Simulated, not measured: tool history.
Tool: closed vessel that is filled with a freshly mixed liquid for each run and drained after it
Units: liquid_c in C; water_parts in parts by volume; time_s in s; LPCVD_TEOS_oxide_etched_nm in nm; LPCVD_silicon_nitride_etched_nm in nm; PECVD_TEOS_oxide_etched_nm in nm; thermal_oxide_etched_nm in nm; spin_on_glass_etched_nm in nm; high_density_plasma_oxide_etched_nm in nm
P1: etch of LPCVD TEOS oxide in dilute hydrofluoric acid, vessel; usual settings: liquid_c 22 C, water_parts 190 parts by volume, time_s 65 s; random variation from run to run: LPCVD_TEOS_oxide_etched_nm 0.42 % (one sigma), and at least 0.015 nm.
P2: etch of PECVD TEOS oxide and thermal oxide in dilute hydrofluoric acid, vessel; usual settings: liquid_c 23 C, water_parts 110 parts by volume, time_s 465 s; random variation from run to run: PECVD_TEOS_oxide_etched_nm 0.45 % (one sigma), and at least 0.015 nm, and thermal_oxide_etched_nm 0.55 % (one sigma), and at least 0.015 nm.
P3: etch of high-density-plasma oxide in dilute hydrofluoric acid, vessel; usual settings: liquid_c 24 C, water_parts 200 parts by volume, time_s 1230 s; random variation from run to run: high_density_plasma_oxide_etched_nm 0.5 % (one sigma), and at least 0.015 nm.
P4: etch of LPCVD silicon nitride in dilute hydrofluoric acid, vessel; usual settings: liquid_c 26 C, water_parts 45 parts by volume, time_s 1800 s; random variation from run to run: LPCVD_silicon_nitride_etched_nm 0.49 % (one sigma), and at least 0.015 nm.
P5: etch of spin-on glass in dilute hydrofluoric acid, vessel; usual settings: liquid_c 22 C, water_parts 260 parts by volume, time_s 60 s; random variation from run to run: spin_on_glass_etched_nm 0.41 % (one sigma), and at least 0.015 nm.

| run | hour | process | liquid_c | water_parts | time_s | LPCVD_TEOS_oxide_etched_nm | LPCVD_silicon_nitride_etched_nm | PECVD_TEOS_oxide_etched_nm | thermal_oxide_etched_nm | spin_on_glass_etched_nm | high_density_plasma_oxide_etched_nm |
|---|---|---|---|---|---|---|---|---|---|---|---|
| 1 | 3.7 | P1 | 22 | 190 | 65 | 8.8836 |  |  |  |  |  |
| 2 | 8.9 | P4 | 26 | 20 | 1800 |  | 54.492 |  |  |  |  |
| 3 | 15.4 | P2 | 17.5 | 110 | 465 |  |  | 36.725 | 15.931 |  |  |
| 4 | 21.7 | P1 | 22 | 190 | 65 | 8.8557 |  |  |  |  |  |
| 5 | 24.6 | P1 | 22 | 190 | 65 | 8.8521 |  |  |  |  |  |
| 6 | 28.1 | P4 | 26 | 45 | 1800 |  | 25.005 |  |  |  |  |
| 7 | 34.4 | P2 | 23 | 110 | 920 |  |  | 90.569 | 39.685 |  |  |
| 8 | 38.3 | P2 | 23 | 110 | 465 |  |  | 46.197 | 19.736 |  |  |
| 9 | 43.8 | P5 | 22 | 260 | 30 |  |  |  |  | 3.4588 |  |
| 10 | 48.4 | P1 | 22 | 190 | 115 | 15.614 |  |  |  |  |  |
| 11 | 54.7 | P3 | 24 | 200 | 2085 |  |  |  |  |  | 61.269 |
| 12 | 61.2 | P5 | 22 | 260 | 60 |  |  |  |  | 6.9252 |  |
| 13 | 64.9 | P1 | 22 | 110 | 65 | 16.762 |  |  |  |  |  |
| 14 | 68.9 | P2 | 23 | 110 | 465 |  |  | 46.016 | 19.953 |  |  |
| 15 | 73.2 | P3 | 24 | 320 | 1230 |  |  |  |  |  | 20.035 |
| 16 | 78.4 | P4 | 34 | 45 | 1800 |  | 42.03 |  |  |  |  |
| 17 | 83.9 | P1 | 28 | 190 | 65 | 11.069 |  |  |  |  |  |
| 18 | 90.1 | P4 | 26 | 45 | 720 |  | 10.004 |  |  |  |  |
| 19 | 94.6 | P1 | 22 | 190 | 65 | 8.8301 |  |  |  |  |  |
| 20 | 98.3 | P2 | 23 | 175 | 465 |  |  | 26.74 | 11.573 |  |  |
| 21 | 103.1 | P1 | 17 | 120 | 65 | 12.469 |  |  |  |  |  |
| 22 | 107.4 | P5 | 22 | 440 | 60 |  |  |  |  | 3.4336 |  |
| 23 | 113.1 | P5 | 29 | 260 | 60 |  |  |  |  | 8.818 |  |
| 24 | 116.8 | P1 | 17.5 | 190 | 65 | 7.4613 |  |  |  |  |  |
| 25 | 121.8 | P3 | 24 | 200 | 1230 |  |  |  |  |  | 36.077 |
| 26 | 126.6 | P1 | 22 | 320 | 65 | 4.6728 |  |  |  |  |  |
| 27 | 132 | P3 | 17 | 200 | 1230 |  |  |  |  |  | 27.553 |
| 28 | 137.7 | P3 | 24 | 200 | 1230 |  |  |  |  |  | 36.158 |
| 29 | 142.1 | P1 | 22 | 190 | 65 | 8.8353 |  |  |  |  |  |
| 30 | 145.1 | P1 | 22 | 190 | 30 | 4.0883 |  |  |  |  |  |
| 31 | 149.5 | P1 | 18.5 | 65 | 65 | 25.681 |  |  |  |  |  |
| 32 | 154.2 | P1 | 30 | 190 | 30 | 5.4631 |  |  |  |  |  |
| 33 | 159.5 | P1 | 22 | 190 | 65 | 8.8482 |  |  |  |  |  |
| 34 | 164.9 | P1 | 22 | 190 | 65 | 8.6583 |  |  |  |  |  |
| 35 | 170.2 | P1 | 22 | 190 | 65 | 8.4181 |  |  |  |  |  |
| 36 | 174.3 | P1 | 22 | 190 | 65 | 8.3291 |  |  |  |  |  |
| 37 | 180.4 | P1 | 22 | 190 | 65 | 8.3048 |  |  |  |  |  |
| 38 | 187 | P1 | 22 | 190 | 65 | 8.179 |  |  |  |  |  |
| 39 | 190.4 | P1 | 22 | 190 | 65 | 8.1646 |  |  |  |  |  |
| 40 | 194.8 | P1 | 22 | 190 | 65 | 8.1308 |  |  |  |  |  |
| 41 | 200.2 | P1 | 22 | 190 | 65 | 8.112 |  |  |  |  |  |
| 42 | 204.4 | P1 | 22 | 190 | 65 | 8.1187 |  |  |  |  |  |
| 43 | 209.3 | P1 | 22 | 190 | 65 | 8.1074 |  |  |  |  |  |

What P1 gives has crept away from where it was. These 2 causes fit the log equally well, each at the size given:
A: hydrofluoric acid flow below the setpoint (%) = 7.24
B: liquid colder than its thermometer reads (K) = 2.35
The creep began at about hour 159.5.

4 check runs are offered, one wafer each, their results left as question marks. Which one tells the causes apart?
| check 1 | 214.2 | P5 | 25 | 260 | 30 |  |  |  |  | ? |  |
| check 2 | 214.2 | P3 | 17 | 200 | 1230 |  |  |  |  |  | ? |
| check 3 | 214.2 | P2 | 23 | 170 | 465 |  |  | ? | ? |  |  |
| check 4 | 214.2 | P4 | 32.5 | 45 | 1800 |  | ? |  |  |  |  |

What each check would give under each cause:
| check | result | if A | if B |
|---|---|---|---|
| check 1 | spin_on_glass_etched_nm | 3.5123 | 3.555 |
| check 2 | high_density_plasma_oxide_etched_nm | 25.165 | 25.025 |
| check 3 | PECVD_TEOS_oxide_etched_nm | 25.408 | 25.379 |
| check 3 | thermal_oxide_etched_nm | 10.972 | 10.959 |
| check 4 | LPCVD_silicon_nitride_etched_nm | 35.364 | 32.775 |
How far apart the two closest causes lie, in the result that separates them most: check 1 1.21 %; check 2 0.56 %; check 3 0.12 %; check 4 7.6 %
Check 4 tells the causes apart: in the others they would give nearly the same result.

Check 4 was then run and gave: LPCVD_silicon_nitride_etched_nm 35.291 nm. Which cause is it?

It is A: hydrofluoric acid flow below the setpoint (%).

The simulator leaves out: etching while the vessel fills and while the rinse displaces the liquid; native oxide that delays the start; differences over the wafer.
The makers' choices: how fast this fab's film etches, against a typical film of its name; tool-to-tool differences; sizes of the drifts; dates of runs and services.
